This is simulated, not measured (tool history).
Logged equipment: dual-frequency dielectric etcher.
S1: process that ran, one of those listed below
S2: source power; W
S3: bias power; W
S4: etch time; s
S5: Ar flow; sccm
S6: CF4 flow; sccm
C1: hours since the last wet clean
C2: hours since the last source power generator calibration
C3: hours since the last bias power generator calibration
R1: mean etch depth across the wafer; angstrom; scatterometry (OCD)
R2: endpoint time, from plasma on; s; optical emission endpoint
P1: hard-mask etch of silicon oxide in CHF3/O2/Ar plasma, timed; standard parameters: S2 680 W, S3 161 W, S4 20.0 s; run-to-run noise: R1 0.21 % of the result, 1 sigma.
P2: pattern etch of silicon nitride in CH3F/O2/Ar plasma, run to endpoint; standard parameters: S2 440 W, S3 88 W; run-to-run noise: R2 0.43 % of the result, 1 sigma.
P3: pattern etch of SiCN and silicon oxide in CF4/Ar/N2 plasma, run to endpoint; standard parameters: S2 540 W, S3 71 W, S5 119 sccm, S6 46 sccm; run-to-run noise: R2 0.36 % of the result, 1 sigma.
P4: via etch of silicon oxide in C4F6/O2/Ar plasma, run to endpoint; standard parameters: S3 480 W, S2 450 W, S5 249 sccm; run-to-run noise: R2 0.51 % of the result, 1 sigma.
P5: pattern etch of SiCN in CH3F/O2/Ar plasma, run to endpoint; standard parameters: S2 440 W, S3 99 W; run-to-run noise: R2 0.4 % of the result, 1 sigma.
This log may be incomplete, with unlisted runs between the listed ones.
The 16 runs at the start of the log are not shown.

{"run": 17, "hour": 120.8, "S1": "P1", "S2": 680, "S3": 122, "S4": 20.0, "C1": 219.4, "C2": 2648.1, "C3": 1700.5, "R1": 366.84}
{"run": 18, "hour": 129.1, "S1": "P4", "S2": 450, "S3": 480, "S5": 320, "C1": 227.7, "C2": 2656.4, "C3": 1708.8, "R2": 36.144}
{"run": 19, "hour": 136.3, "S1": "P4", "S2": 280, "S3": 480, "S5": 249, "C1": 234.9, "C2": 2663.6, "C3": 1716.0, "R2": 42.13}
{"run": 20, "hour": 143.7, "S1": "P1", "S2": 680, "S3": 161, "S4": 20.0, "C1": 242.3, "C2": 2671.0, "C3": 1723.4, "R1": 400.76}
{"run": 21, "hour": 153.9, "S1": "P1", "S2": 490, "S3": 161, "S4": 29.5, "C1": 252.5, "C2": 2681.2, "C3": 1733.6, "R1": 521.62}
{"run": 22, "hour": 159.8, "S1": "P1", "S2": 680, "S3": 161, "S4": 11.0, "C1": 258.4, "C2": 2687.1, "C3": 1739.5, "R1": 219.54}
{"run": 23, "hour": 169.2, "S1": "P1", "S2": 440, "S3": 161, "S4": 20.0, "C1": 267.8, "C2": 2696.5, "C3": 1748.9, "R1": 337.82}
{"run": 24, "hour": 179.7, "S1": "P3", "S2": 540, "S3": 46, "S5": 119, "S6": 46, "C1": 278.3, "C2": 2707.0, "C3": 1759.4, "R2": 12.268}
{"run": 25, "hour": 186.2, "S1": "P3", "S2": 730, "S3": 71, "S5": 119, "S6": 46, "C1": 284.8, "C2": 2713.5, "C3": 1765.9, "R2": 8.1698}
{"run": 26, "hour": 191.6, "S1": "P3", "S2": 540, "S3": 71, "S5": 119, "S6": 46, "C1": 290.2, "C2": 2718.9, "C3": 1771.3, "R2": 10.595}
{"run": 27, "hour": 198.5, "S1": "P3", "S2": 540, "S3": 71, "S5": 90, "S6": 46, "C1": 297.1, "C2": 2725.8, "C3": 1778.2, "R2": 10.101}
{"run": 28, "hour": 208.0, "S1": "P4", "S2": 450, "S3": 480, "S5": 249, "C1": 306.6, "C2": 2735.3, "C3": 1787.7, "R2": 35.565}
{"run": 29, "hour": 216.7, "S1": "P3", "S2": 540, "S3": 71, "S5": 119, "S6": 61, "C1": 315.3, "C2": 2744.0, "C3": 1796.4, "R2": 9.989}
{"run": 30, "hour": 221.9, "S1": "P1", "S2": 680, "S3": 161, "S4": 20.0, "C1": 320.5, "C2": 2749.2, "C3": 1801.6, "R1": 399.13}
{"run": 31, "hour": 229.7, "S1": "P1", "S2": 680, "S3": 161, "S4": 20.0, "C1": 328.3, "C2": 2757.0, "C3": 1809.4, "R1": 397.97}
{"run": 32, "hour": 236.4, "S1": "P1", "S2": 680, "S3": 161, "S4": 20.0, "C1": 335.0, "C2": 2763.7, "C3": 1816.1, "R1": 395.71}
{"run": 33, "hour": 244.5, "S1": "P1", "S2": 680, "S3": 161, "S4": 20.0, "C1": 343.1, "C2": 2771.8, "C3": 1824.2, "R1": 394.81}
{"hour": 250.4, "done": "wet clean of the chamber"}
{"run": 34, "hour": 251.2, "S1": "P1", "S2": 680, "S3": 161, "S4": 20.0, "C1": 0.9, "C2": 2778.5, "C3": 1830.9, "R1": 395.55}

Expected results for the next run?
{"run": 35, "hour": 256.1, "S1": "P1", "S2": 680, "S3": 161, "S4": 20.0, "C1": 5.8, "C2": 2783.4, "C3": 1835.8, "R1": "?"}

R1: 395.89 angstrom

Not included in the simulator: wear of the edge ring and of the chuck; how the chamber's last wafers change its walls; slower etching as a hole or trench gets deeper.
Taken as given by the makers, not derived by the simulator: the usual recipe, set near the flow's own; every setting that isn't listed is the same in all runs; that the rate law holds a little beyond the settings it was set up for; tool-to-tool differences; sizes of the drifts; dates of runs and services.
